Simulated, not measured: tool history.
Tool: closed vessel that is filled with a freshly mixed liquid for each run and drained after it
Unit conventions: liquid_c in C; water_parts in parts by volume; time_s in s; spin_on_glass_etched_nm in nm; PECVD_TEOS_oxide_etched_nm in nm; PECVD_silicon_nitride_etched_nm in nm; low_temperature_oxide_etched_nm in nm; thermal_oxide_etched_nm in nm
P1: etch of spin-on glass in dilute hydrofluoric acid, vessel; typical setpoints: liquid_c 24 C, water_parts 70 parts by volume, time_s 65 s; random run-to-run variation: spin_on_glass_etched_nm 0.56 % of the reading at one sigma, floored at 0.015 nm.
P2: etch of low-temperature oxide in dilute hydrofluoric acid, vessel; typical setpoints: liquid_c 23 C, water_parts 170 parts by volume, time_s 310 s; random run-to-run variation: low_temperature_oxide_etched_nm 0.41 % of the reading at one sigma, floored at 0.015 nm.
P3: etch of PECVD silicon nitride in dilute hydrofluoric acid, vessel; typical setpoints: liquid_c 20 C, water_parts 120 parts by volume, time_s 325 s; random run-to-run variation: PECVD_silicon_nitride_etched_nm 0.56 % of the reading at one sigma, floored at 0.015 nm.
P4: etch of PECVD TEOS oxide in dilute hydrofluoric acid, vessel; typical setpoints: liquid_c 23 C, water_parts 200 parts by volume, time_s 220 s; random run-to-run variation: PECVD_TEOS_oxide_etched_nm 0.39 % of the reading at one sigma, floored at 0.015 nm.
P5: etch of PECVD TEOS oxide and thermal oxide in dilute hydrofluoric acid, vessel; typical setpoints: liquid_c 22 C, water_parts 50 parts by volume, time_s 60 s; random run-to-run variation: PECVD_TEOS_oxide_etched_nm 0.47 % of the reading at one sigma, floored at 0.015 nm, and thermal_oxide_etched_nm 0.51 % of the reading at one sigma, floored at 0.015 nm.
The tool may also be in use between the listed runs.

| run | hour | process | liquid_c | water_parts | time_s | hours since the thermometer was replaced | hours since the hydrofluoric acid flow meter was replaced | spin_on_glass_etched_nm | PECVD_TEOS_oxide_etched_nm | PECVD_silicon_nitride_etched_nm | low_temperature_oxide_etched_nm | thermal_oxide_etched_nm |
|---|---|---|---|---|---|---|---|---|---|---|---|---|
| 1 | 11.2 | P1 | 24 | 70 | 65 | 1200.2 | 585.9 | 38.603 |  |  |  |  |
| 2 | 24.2 | P1 | 24 | 70 | 65 | 1213.2 | 598.9 | 38.482 |  |  |  |  |
| 3 | 37.4 | P4 | 23 | 45 | 220 | 1226.4 | 612.1 |  | 144.25 |  |  |  |
| 4 | 54.7 | P1 | 24 | 70 | 65 | 1243.7 | 629.4 | 38.22 |  |  |  |  |
| 5 | 69.6 | P3 | 20 | 120 | 325 | 1258.6 | 644.3 |  |  | 5.0584 |  |  |
| 6 | 84.1 | P1 | 30.5 | 70 | 65 | 1273.1 | 658.8 | 49.582 |  |  |  |  |
| 7 | 93.8 | P1 | 24 | 70 | 65 | 1282.8 | 668.5 | 38.667 |  |  |  |  |
| 8 | 109.9 | P2 | 17 | 170 | 310 | 1298.9 | 684.6 |  |  |  | 32.89 |  |
| 9 | 122.6 | P3 | 20 | 60 | 325 | 1311.6 | 697.3 |  |  | 9.9608 |  |  |
| 10 | 132.9 | P2 | 23 | 170 | 310 | 1321.9 | 707.6 |  |  |  | 41.404 |  |
| 11 | 141.3 | P1 | 24 | 70 | 65 | 1330.3 | 716 | 38.717 |  |  |  |  |
| 12 | 154.5 | P4 | 30.5 | 200 | 220 | 1343.5 | 729.2 |  | 35.211 |  |  |  |
| 13 | 163.1 | P2 | 23 | 170 | 75 | 1352.1 | 737.8 |  |  |  | 10.01 |  |
| 14 | 175 | P3 | 28.5 | 120 | 325 | 1364 | 749.7 |  |  | 8.8179 |  |  |
| 15 | 187.3 | P1 | 24 | 70 | 65 | 1376.3 | 762 | 38.249 |  |  |  |  |
| 16 | 196 | P1 | 24 | 105 | 65 | 1385 | 770.7 | 24.842 |  |  |  |  |
| 17 | 210.6 | P4 | 23 | 200 | 220 | 1399.6 | 785.3 |  | 26.962 |  |  |  |
| 18 | 221.8 | P5 | 22 | 50 | 105 | 1410.8 | 796.5 |  | 46.016 |  |  | 10.369 |
| 19 | 229.8 | P1 | 20 | 70 | 65 | 1418.8 | 804.5 | 32.401 |  |  |  |  |
| 20 | 246.4 | P2 | 23 | 85 | 310 | 1435.4 | 821.1 |  |  |  | 91.777 |  |
| 21 | 260.2 | P1 | 27 | 110 | 65 | 1449.2 | 834.9 | 26.386 |  |  |  |  |
| 22 | 271.3 | P3 | 20 | 120 | 615 | 1460.3 | 846 |  |  | 9.4897 |  |  |
| 23 | 285.4 | P5 | 22 | 50 | 60 | 1474.4 | 860.1 |  | 26.536 |  |  | 5.844 |
| 24 | 295.2 | P4 | 23 | 200 | 50 | 1484.2 | 869.9 |  | 6.1629 |  |  |  |
| 25 | 309.1 | P4 | 23 | 200 | 220 | 1498.1 | 883.8 |  | 26.802 |  |  |  |
| 26 | 319.5 | P5 | 29.5 | 50 | 60 | 1508.5 | 894.2 |  | 36 |  |  | 8.0397 |
| 27 | 332.2 | P1 | 19.5 | 35 | 65 | 1521.2 | 906.9 | 66.472 |  |  |  |  |
| 28 | 347.5 | P5 | 22 | 20 | 60 | 1536.5 | 922.2 |  | 68.03 |  |  | 15.35 |
| 29 | 360.6 | P1 | 24 | 70 | 110 | 1549.6 | 935.3 | 65.215 |  |  |  |  |
| 30 | 370.2 | P1 | 24 | 20 | 65 | 1559.2 | 944.9 | 144.01 |  |  |  |  |
| 31 | 383.7 | P1 | 28 | 70 | 40 | 1572.7 | 958.4 | 27.601 |  |  |  |  |
| 32 | 398.1 | P1 | 24 | 70 | 30 | 1587.1 | 972.8 | 17.792 |  |  |  |  |

Run 33, settings as shown, results not yet in. Your forecast:
| 33 | 413.2 | P1 | 24 | 70 | 65 | 1602.2 | 987.9 | ? |  |  |  |  |

Run 33 measured spin_on_glass_etched_nm 38.643 nm.
